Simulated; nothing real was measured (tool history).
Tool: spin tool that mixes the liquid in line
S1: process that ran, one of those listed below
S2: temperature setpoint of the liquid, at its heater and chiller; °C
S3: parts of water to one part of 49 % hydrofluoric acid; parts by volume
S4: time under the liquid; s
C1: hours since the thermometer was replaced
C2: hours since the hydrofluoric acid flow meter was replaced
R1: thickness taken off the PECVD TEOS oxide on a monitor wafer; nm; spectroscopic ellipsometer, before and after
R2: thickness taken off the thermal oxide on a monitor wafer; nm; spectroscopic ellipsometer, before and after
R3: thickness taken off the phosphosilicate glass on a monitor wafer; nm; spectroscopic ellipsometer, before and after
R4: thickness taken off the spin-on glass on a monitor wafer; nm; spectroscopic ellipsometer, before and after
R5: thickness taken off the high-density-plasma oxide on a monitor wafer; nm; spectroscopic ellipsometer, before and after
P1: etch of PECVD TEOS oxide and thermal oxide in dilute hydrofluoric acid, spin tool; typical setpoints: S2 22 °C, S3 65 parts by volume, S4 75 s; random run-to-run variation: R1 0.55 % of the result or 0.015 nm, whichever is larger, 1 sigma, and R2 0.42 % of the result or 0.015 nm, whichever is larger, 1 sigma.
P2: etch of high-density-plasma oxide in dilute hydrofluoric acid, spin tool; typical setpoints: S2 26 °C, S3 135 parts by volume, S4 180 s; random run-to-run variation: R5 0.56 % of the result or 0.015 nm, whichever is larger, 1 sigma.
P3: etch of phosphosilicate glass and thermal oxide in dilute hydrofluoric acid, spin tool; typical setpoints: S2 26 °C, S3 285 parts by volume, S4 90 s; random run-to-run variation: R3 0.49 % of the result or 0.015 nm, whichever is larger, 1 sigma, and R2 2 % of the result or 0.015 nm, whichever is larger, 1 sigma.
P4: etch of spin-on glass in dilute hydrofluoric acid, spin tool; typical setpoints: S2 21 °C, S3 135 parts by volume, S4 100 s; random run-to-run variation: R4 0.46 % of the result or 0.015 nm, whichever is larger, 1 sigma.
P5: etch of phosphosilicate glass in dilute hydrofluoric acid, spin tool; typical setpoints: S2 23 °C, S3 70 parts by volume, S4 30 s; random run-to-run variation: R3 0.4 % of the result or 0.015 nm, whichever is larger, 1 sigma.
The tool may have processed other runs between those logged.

run,hour,S1,S2,S3,S4,C1,C2,R1,R2,R3,R4,R5
1,8.3,P1,22,65,75,613.9,1026.7,9.7793,5.3832,,,
2,16.7,P1,17,65,75,622.3,1035.1,7.8682,4.3193,,,
3,25.4,P1,22,65,15,631,1043.8,1.9542,1.0813,,,
4,36.9,P3,26,285,155,642.5,1055.3,,2.3026,62.709,,
5,48,P1,22,65,145,653.6,1066.4,18.833,10.357,,,
6,59.5,P1,22,105,125,665.1,1077.9,9.5307,5.2699,,,
7,74.8,P4,21,135,100,680.4,1093.2,,,,22.154,
8,83.7,P2,26,135,180,689.3,1102.1,,,,,16.223
9,94,P3,19.5,285,90,699.6,1112.4,,1.0144,28.55,,
10,105,P5,23,70,55,710.6,1123.4,,,75.849,,
11,115.3,P1,27,65,75,720.9,1133.7,11.854,6.5328,,,
12,124.8,P1,29.5,65,15,730.4,1143.2,2.6517,1.4554,,,
13,132.8,P4,21,135,195,738.4,1151.2,,,,43.049,
14,142.5,P1,18,95,75,748.1,1160.9,5.4927,2.9966,,,
15,155.3,P5,23,70,30,760.9,1173.7,,,41.566,,
16,171.4,P3,26,285,90,777,1189.8,,1.3023,36.348,,
17,181.6,P4,21,55,100,787.2,1200,,,,59.442,
18,196.5,P2,26,40,180,802.1,1214.9,,,,,62.579
19,207.9,P5,28,70,30,813.5,1226.3,,,50.478,,
20,220.7,P1,22,65,75,826.3,1239.1,9.8127,5.3493,,,
21,231.5,P1,22,65,75,837.1,1249.9,9.7726,5.3587,,,
22,245.4,P1,22,65,75,851,1263.8,9.7202,5.3735,,,
23,256,P1,22,40,75,861.6,1274.4,16.347,8.9438,,,
24,266.4,P5,23,40,30,872,1284.8,,,75.697,,
25,279.2,P2,26,135,315,884.8,1297.6,,,,,28.006
26,294.3,P5,23,70,30,899.9,1312.7,,,41.358,,
27,305.9,P1,22,105,75,911.5,1324.3,5.7114,3.1768,,,
28,316.8,P3,26,495,90,922.4,1335.2,,0.6362,17.101,,
29,329.4,P2,19,135,180,935,1347.8,,,,,12.238
30,340.3,P4,28.5,135,100,945.9,1358.7,,,,29.602,
31,358,P1,22,65,75,963.6,1376.4,9.7726,5.383,,,
32,375.2,P1,22,65,75,980.8,1393.6,9.7532,5.4059,,,
33,383.8,P1,22,65,75,989.4,1402.2,9.5537,5.2336,,,
34,394.2,P1,22,65,75,999.8,1412.6,9.459,5.1503,,,
35,408.3,P1,22,65,75,1013.9,1426.7,9.2796,5.0811,,,
36,424.5,P1,22,65,75,1030.1,1442.9,9.2705,4.9869,,,
37,433.8,P1,22,65,75,1039.4,1452.2,9.1273,5.0307,,,
38,448.9,P1,22,65,75,1054.5,1467.3,9.0959,5.0351,,,
39,458.1,P1,22,65,75,1063.7,1476.5,9.0701,5.008,,,
40,470.4,P1,22,65,75,1076,1488.8,9.1382,4.9922,,,
41,480.4,P1,22,65,75,1086,1498.8,9.0811,4.9636,,,

P1 no longer gives what it gave before; its output has crept away from where it was. The following 2 causes, each at its listed size, fit the log equally well:
A: hydrofluoric acid flow below the setpoint (%) = 6.54
B: liquid colder than its thermometer reads (K) = 1.76
Creep in the process output first set in at about hour 375.2.

4 check runs are offered, one wafer each, their results left as question marks. Which one tells the causes apart?
check 1,490.4,P4,21,135,185,,,,,,?,
check 2,490.4,P2,20,55,180,,,,,,,?
check 3,490.4,P5,23,45,30,,,,,?,,
check 4,490.4,P3,26,380,150,,,,?,?,,

If the cause were each of the candidates in turn, the checks would give the following:
check,result,if A,if B
check 1,R4,37.822,38.098
check 2,R5,31.888,31.8
check 3,R3,61.992,61.866
check 4,R2,1.3735,1.4223
check 4,R3,37.613,38.951
How far apart the two closest causes lie, in the result that separates them most: check 1 0.73 %; check 2 0.28 %; check 3 0.2 %; check 4 3.49 %
Of the check runs offered, only check 4 discriminates between the causes; the rest would read about the same regardless of which cause applies.

Here is what check 4 returned: R2 1.3889 nm; R3 37.672 nm. Which cause is it?

The correct cause is A, namely: hydrofluoric acid flow below the setpoint (%).
